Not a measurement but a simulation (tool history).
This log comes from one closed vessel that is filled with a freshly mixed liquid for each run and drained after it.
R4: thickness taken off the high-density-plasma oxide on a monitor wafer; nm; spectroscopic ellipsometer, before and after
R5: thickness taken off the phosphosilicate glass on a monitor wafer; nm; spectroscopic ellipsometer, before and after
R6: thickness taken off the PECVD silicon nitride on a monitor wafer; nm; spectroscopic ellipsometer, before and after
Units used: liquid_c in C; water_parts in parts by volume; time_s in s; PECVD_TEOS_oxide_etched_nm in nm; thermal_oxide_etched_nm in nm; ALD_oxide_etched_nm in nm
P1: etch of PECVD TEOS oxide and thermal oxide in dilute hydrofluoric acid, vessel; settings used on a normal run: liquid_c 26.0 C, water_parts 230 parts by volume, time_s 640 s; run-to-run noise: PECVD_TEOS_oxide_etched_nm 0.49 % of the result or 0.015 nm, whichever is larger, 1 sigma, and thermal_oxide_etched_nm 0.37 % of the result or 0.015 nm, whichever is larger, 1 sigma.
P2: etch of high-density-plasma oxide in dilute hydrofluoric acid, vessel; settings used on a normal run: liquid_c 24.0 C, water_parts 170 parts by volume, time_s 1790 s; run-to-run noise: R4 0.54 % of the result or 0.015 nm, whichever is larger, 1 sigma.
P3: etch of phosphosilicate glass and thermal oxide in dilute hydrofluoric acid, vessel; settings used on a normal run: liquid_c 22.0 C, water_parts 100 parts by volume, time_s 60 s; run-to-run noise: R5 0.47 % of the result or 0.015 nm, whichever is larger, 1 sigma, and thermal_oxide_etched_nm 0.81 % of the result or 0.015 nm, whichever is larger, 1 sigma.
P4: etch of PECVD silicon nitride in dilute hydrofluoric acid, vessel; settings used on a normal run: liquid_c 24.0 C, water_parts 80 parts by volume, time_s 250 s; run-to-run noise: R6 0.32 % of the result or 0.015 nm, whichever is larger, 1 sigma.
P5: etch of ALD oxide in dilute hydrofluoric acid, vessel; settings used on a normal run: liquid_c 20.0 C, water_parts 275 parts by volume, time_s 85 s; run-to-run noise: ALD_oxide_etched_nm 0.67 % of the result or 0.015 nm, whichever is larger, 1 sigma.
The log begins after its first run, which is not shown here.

Run 2, hour 25.0: process P5, liquid_c 20.0 C, water_parts 275 parts by volume, time_s 30 s. Result: ALD_oxide_etched_nm 1.4048 nm.
Run 3, hour 35.8: process P2, liquid_c 32.5 C, water_parts 170 parts by volume, time_s 1790 s. Result: R4 73.443 nm.
Run 4, hour 48.0: process P3, liquid_c 17.0 C, water_parts 100 parts by volume, time_s 60 s. Result: thermal_oxide_etched_nm 2.2224 nm, R5 71.296 nm.
Run 5, hour 60.0: process P1, liquid_c 33.0 C, water_parts 230 parts by volume, time_s 640 s. Result: PECVD_TEOS_oxide_etched_nm 75.148 nm, thermal_oxide_etched_nm 16.2160 nm.
Run 6, hour 74.2: process P4, liquid_c 24.0 C, water_parts 80 parts by volume, time_s 480 s. Result: R6 17.0630 nm.
Run 7, hour 81.8: process P1, liquid_c 26.0 C, water_parts 340 parts by volume, time_s 975 s. Result: PECVD_TEOS_oxide_etched_nm 54.573 nm, thermal_oxide_etched_nm 11.8530 nm.
Run 8, hour 93.3: process P2, liquid_c 24.0 C, water_parts 170 parts by volume, time_s 1790 s. Result: R4 54.151 nm.
Run 9, hour 106.2: process P5, liquid_c 20.0 C, water_parts 275 parts by volume, time_s 85 s. Result: ALD_oxide_etched_nm 4.1195 nm.
Run 10, hour 119.6: process P1, liquid_c 26.0 C, water_parts 415 parts by volume, time_s 640 s. Result: PECVD_TEOS_oxide_etched_nm 27.006 nm, thermal_oxide_etched_nm 5.9097 nm.
Run 11, hour 132.0: process P3, liquid_c 22.0 C, water_parts 185 parts by volume, time_s 60 s. Result: thermal_oxide_etched_nm 1.3229 nm, R5 43.762 nm.
Run 12, hour 139.7: process P2, liquid_c 24.0 C, water_parts 285 parts by volume, time_s 1790 s. Result: R4 28.378 nm.
Run 13, hour 149.1: process P2, liquid_c 24.0 C, water_parts 170 parts by volume, time_s 1790 s. Result: R4 53.840 nm.
Run 14, hour 156.0: process P5, liquid_c 20.0 C, water_parts 430 parts by volume, time_s 85 s. Result: ALD_oxide_etched_nm 2.2988 nm.
Run 15, hour 170.3: process P1, liquid_c 26.0 C, water_parts 230 parts by volume, time_s 640 s. Result: PECVD_TEOS_oxide_etched_nm 59.551 nm, thermal_oxide_etched_nm 12.8600 nm.
Run 16, hour 177.7: process P4, liquid_c 24.0 C, water_parts 80 parts by volume, time_s 250 s. Result: R6 8.9428 nm.
Run 17, hour 190.4: process P1, liquid_c 26.0 C, water_parts 230 parts by volume, time_s 225 s. Result: PECVD_TEOS_oxide_etched_nm 20.877 nm, thermal_oxide_etched_nm 4.5266 nm.
Run 18, hour 201.6: process P1, liquid_c 18.0 C, water_parts 230 parts by volume, time_s 640 s. Result: PECVD_TEOS_oxide_etched_nm 43.895 nm, thermal_oxide_etched_nm 9.5451 nm.
Run 19, hour 211.0: process P1, liquid_c 26.0 C, water_parts 230 parts by volume, time_s 640 s. Result: PECVD_TEOS_oxide_etched_nm 59.139 nm, thermal_oxide_etched_nm 12.9620 nm.
Run 20, hour 225.6: process P1, liquid_c 26.0 C, water_parts 230 parts by volume, time_s 1180 s. Result: PECVD_TEOS_oxide_etched_nm 108.480 nm, thermal_oxide_etched_nm 23.6810 nm.

What does the tool deliver on the next run?
Run 21, hour 236.8: process P3, liquid_c 22.0 C, water_parts 100 parts by volume, time_s 85 s. Result: thermal_oxide_etched_nm ?, R5 ?.

{"run 21": {"thermal_oxide_etched_nm": 3.7026, "R5": 125.63}}

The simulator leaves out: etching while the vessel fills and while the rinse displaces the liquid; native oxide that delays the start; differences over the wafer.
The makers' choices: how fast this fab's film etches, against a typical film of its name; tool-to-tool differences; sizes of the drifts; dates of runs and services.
